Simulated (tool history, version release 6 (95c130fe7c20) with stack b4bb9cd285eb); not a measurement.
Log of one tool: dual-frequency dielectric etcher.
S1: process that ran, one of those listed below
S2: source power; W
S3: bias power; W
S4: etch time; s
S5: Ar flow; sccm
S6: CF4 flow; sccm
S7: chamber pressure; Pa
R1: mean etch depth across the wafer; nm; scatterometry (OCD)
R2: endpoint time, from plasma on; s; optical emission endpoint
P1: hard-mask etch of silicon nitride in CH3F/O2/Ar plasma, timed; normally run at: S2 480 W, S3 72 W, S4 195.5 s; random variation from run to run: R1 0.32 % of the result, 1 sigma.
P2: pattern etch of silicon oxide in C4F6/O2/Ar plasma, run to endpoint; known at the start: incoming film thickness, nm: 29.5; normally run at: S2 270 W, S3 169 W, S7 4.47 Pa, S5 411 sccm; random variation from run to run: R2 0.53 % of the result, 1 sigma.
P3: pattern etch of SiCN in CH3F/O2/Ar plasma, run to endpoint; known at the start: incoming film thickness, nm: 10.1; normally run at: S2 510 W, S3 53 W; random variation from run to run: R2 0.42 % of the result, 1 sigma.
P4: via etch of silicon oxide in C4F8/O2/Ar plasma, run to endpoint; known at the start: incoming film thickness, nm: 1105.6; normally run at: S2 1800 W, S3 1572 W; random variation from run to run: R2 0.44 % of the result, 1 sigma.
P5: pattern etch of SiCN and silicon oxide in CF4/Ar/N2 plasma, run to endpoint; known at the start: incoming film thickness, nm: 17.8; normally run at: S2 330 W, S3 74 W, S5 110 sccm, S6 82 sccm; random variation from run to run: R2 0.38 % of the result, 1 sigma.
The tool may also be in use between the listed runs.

Run 1, hour 8.9: S1 P1, S2 480 W, S3 72 W, S4 195.5 s. Result: R1 144.76 nm.
Run 2, hour 14.5: S1 P5, S2 330 W, S3 74 W, S5 110 sccm, S6 48 sccm. Result: R2 29.403 s.
Run 3, hour 19.9: S1 P1, S2 480 W, S3 88 W, S4 120 s. Result: R1 95.106 nm.
Run 4, hour 24.7: S1 P2, S2 270 W, S3 169 W, S5 411 sccm, S7 3.4 Pa. Result: R2 11.223 s.
Run 5, hour 30.9: S1 P2, S2 270 W, S3 169 W, S5 411 sccm, S7 4.47 Pa. Result: R2 11.736 s.
Run 6, hour 35.4: S1 P4, S2 1800 W, S3 1258 W. Result: R2 259.34 s.
Run 7, hour 39.8: S1 P5, S2 330 W, S3 52 W, S5 110 sccm, S6 82 sccm. Result: R2 30.426 s.
At hour 45.6: bias power generator calibrated.
Run 8, hour 45.6: S1 P5, S2 410 W, S3 74 W, S5 110 sccm, S6 82 sccm. Result: R2 22.467 s.
Run 9, hour 54.4: S1 P3, S2 510 W, S3 68 W. Result: R2 24.209 s.
Run 10, hour 60.4: S1 P1, S2 480 W, S3 72 W, S4 239 s. Result: R1 176.22 nm.
Run 11, hour 67.9: S1 P5, S2 330 W, S3 74 W, S5 85 sccm, S6 82 sccm. Result: R2 26.169 s.
Run 12, hour 74.1: S1 P4, S2 2460 W, S3 1572 W. Result: R2 215.58 s.
Run 13, hour 81.1: S1 P3, S2 330 W, S3 53 W. Result: R2 31.023 s.
Run 14, hour 85.2: S1 P1, S2 620 W, S3 72 W, S4 249 s. Result: R1 204.83 nm.
Run 15, hour 92.2: S1 P2, S2 270 W, S3 169 W, S5 499 sccm, S7 4.47 Pa. Result: R2 11.892 s.
Run 16, hour 101.2: S1 P1, S2 480 W, S3 72 W, S4 195.5 s. Result: R1 144.63 nm.
Run 17, hour 108.5: S1 P2, S2 170 W, S3 169 W, S5 411 sccm, S7 4.47 Pa. Result: R2 13.909 s.
Run 18, hour 117.4: S1 P1, S2 480 W, S3 72 W, S4 195.5 s. Result: R1 144.54 nm.
Run 19, hour 122.9: S1 P1, S2 480 W, S3 72 W, S4 138.5 s. Result: R1 102.67 nm.
Run 20, hour 129.6: S1 P2, S2 270 W, S3 206 W, S5 411 sccm, S7 4.47 Pa. Result: R2 10.885 s.
Run 21, hour 133.5: S1 P1, S2 480 W, S3 72 W, S4 195.5 s. Result: R1 145.14 nm.
Run 22, hour 138.5: S1 P1, S2 480 W, S3 94 W, S4 195.5 s. Result: R1 158.61 nm.
Run 23, hour 146.4: S1 P4, S2 1800 W, S3 1572 W. Result: R2 243.89 s.
Run 24, hour 151: S1 P3, S2 510 W, S3 53 W. Result: R2 26.527 s.
Run 25, hour 156: S1 P1, S2 600 W, S3 72 W, S4 195.5 s. Result: R1 156.68 nm.
Run 26, hour 161.2: S1 P2, S2 270 W, S3 169 W, S5 411 sccm, S7 4.47 Pa. Result: R2 11.626 s.
Run 27, hour 166.7: S1 P1, S2 300 W, S3 72 W, S4 195.5 s. Result: R1 120.78 nm.
Run 28, hour 172.5: S1 P5, S2 330 W, S3 74 W, S5 110 sccm, S6 82 sccm. Result: R2 27.05 s.
Run 29, hour 179.7: S1 P1, S2 480 W, S3 72 W, S4 195.5 s. Result: R1 144.97 nm.
Run 30, hour 185.4: S1 P1, S2 480 W, S3 53 W, S4 195.5 s. Result: R1 130.83 nm.

Run 31 comes next. What will it give?
Run 31, hour 194.1: S1 P1, S2 480 W, S3 72 W, S4 195.5 s. Result: R1 ?.

Run 31 gave R1 144.73 nm.

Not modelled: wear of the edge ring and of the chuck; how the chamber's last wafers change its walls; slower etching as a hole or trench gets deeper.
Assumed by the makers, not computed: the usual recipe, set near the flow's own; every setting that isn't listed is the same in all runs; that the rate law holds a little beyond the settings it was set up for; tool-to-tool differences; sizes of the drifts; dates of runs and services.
